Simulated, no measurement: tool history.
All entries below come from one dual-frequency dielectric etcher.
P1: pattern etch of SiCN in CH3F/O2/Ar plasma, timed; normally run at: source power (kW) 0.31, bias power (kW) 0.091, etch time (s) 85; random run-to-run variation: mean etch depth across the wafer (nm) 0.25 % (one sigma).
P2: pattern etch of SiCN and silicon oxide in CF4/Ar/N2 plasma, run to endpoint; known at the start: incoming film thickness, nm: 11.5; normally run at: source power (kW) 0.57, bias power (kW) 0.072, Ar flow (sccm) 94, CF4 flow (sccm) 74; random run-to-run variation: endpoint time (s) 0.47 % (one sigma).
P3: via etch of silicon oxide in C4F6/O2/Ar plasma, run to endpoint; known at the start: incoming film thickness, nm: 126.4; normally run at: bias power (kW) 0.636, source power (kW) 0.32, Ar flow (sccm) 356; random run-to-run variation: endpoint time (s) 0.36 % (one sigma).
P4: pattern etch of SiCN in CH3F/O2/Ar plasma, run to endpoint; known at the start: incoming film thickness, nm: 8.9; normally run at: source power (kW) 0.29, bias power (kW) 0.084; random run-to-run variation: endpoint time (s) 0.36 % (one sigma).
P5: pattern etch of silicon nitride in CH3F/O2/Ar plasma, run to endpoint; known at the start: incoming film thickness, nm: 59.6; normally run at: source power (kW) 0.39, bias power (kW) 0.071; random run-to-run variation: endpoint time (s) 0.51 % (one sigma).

run,hour,process that ran,source power (kW),bias power (kW),etch time (s),Ar flow (sccm),CF4 flow (sccm),hours since the last wet clean,hours since the last source power generator calibration,hours since the last bias power generator calibration,mean etch depth across the wafer (nm),endpoint time (s)
1,5.7,P1,0.31,0.091,85,,,138.9,1737.5,640.7,31.391,
2,8.8,P1,0.31,0.091,85,,,142,1740.6,643.8,31.311,
3,13.2,P1,0.31,0.091,122.5,,,146.4,1745,648.2,45.366,
4,16.3,P1,0.41,0.069,85,,,149.5,1748.1,651.3,31.69,
5,19.2,P3,0.32,0.636,,356,,152.4,1751,654.2,,28.264
6,24.7,P1,0.31,0.112,85,,,157.9,1756.5,659.7,34.08,
7,30,P1,0.43,0.091,85,,,163.2,1761.8,665,35.475,
8,33.5,P1,0.31,0.071,85,,,166.7,1765.3,668.5,28.656,
9,36.6,P4,0.23,0.084,,,,169.8,1768.4,671.6,,27.657
10,40.3,P3,0.2,0.636,,356,,173.5,1772.1,675.3,,33.43
11,45.9,P1,0.21,0.091,85,,,179.1,1777.7,680.9,27.362,
12,50.3,P3,0.32,0.636,,485,,183.5,1782.1,685.3,,29.239
# hour 53.7: wet clean of the chamber
13,54,P3,0.32,0.636,,356,,0.4,1785.8,689,,28.402
14,57.9,P1,0.31,0.091,85,,,4.3,1789.7,692.9,31.408,
15,61.7,P5,0.39,0.095,,,,8.1,1793.5,696.7,,80.416
16,66,P1,0.31,0.091,85,,,12.4,1797.8,701,31.438,
17,70,P4,0.29,0.104,,,,16.4,1801.8,705,,23.314
18,74.8,P2,0.44,0.072,,94,74,21.2,1806.6,709.8,,13.472
19,79.3,P5,0.39,0.071,,,,25.7,1811.1,714.3,,89.81
20,83.1,P4,0.29,0.084,,,,29.5,1814.9,718.1,,25.342
21,88.1,P5,0.54,0.071,,,,34.5,1819.9,723.1,,79.51
22,92,P2,0.57,0.072,,114,74,38.4,1823.8,727,,11.048
23,97.8,P5,0.39,0.071,,,,44.2,1829.6,732.8,,89.766
24,103.1,P4,0.29,0.084,,,,49.5,1834.9,738.1,,25.226
25,108.6,P1,0.31,0.091,85,,,55,1840.4,743.6,31.452,
26,112.7,P3,0.32,0.861,,356,,59.1,1844.5,747.7,,25.104
27,116,P2,0.57,0.1,,94,74,62.4,1847.8,751,,9.5518
28,121.8,P2,0.57,0.072,,94,74,68.2,1853.6,756.8,,10.598
29,125.4,P1,0.31,0.091,50.5,,,71.8,1857.2,760.4,18.72,
30,130.9,P2,0.57,0.072,,94,91,77.3,1862.7,765.9,,10.403
31,136,P1,0.21,0.111,85,,,82.4,1867.8,771,29.473,
32,139.1,P1,0.31,0.091,85,,,85.5,1870.9,774.1,31.46,
33,142.6,P1,0.31,0.091,85,,,89,1874.4,777.6,31.232,
34,145.6,P1,0.31,0.091,85,,,92,1877.4,780.6,31.155,
35,148.8,P1,0.31,0.091,85,,,95.2,1880.6,783.8,31.184,
36,153.8,P1,0.31,0.091,85,,,100.2,1885.6,788.8,30.972,
37,157.5,P1,0.31,0.091,85,,,103.9,1889.3,792.5,31.087,
# hour 157.8: wet clean of the chamber
38,160.7,P1,0.31,0.091,85,,,3,1892.5,795.7,30.872,
39,165.9,P1,0.31,0.091,85,,,8.2,1897.7,800.9,30.912,
40,170.8,P1,0.31,0.091,85,,,13.1,1902.6,805.8,30.894,
41,176.7,P1,0.31,0.091,85,,,19,1908.5,811.7,30.95,

The log shows P1 creeping away from where it was. Any of the 2 causes listed here, at the size stated for it, fits the log just as well as the others:
A: bias power that arrives under what is set, % = 4.76
B: source power that arrives under what is set, % = 4.84
Onset of the creep was near hour 139.1.
All other causes, with the reason each is excluded:
chamber walls in a state that lowers the etch rate, %: serviced at hour 157.8, after the drift had started, without restoring the earlier output

Of the 4 check runs below, each run on 2 wafers with the results averaged and each result still a question mark, which one would tell the listed causes apart?
check 1,182.6,P3,0.32,0.636,,356,,,,,,?
check 2,182.6,P2,0.57,0.072,,94,74,,,,,?
check 3,182.6,P5,0.39,0.071,,,,,,,,?
check 4,182.6,P4,0.29,0.084,,,,,,,,?

How each check would come out, cause by cause:
check,result,if A,if B
check 1,endpoint time (s),28.844,28.817
check 2,endpoint time (s),10.87,11.18
check 3,endpoint time (s),91.263,91.465
check 4,endpoint time (s),25.836,25.842
Smallest distance between any two causes, each pair judged by its most separating result, in per cent: check 1 0.09 %; check 2 2.82 %; check 3 0.22 %; check 4 0.02 %
Of the check runs offered, only check 2 discriminates between the causes; the rest would read about the same regardless of which cause applies.

Check 2 was carried out, with these results: endpoint time (s) 10.836. Which of the listed causes is responsible?

It was cause A: bias power that arrives under what is set, %.
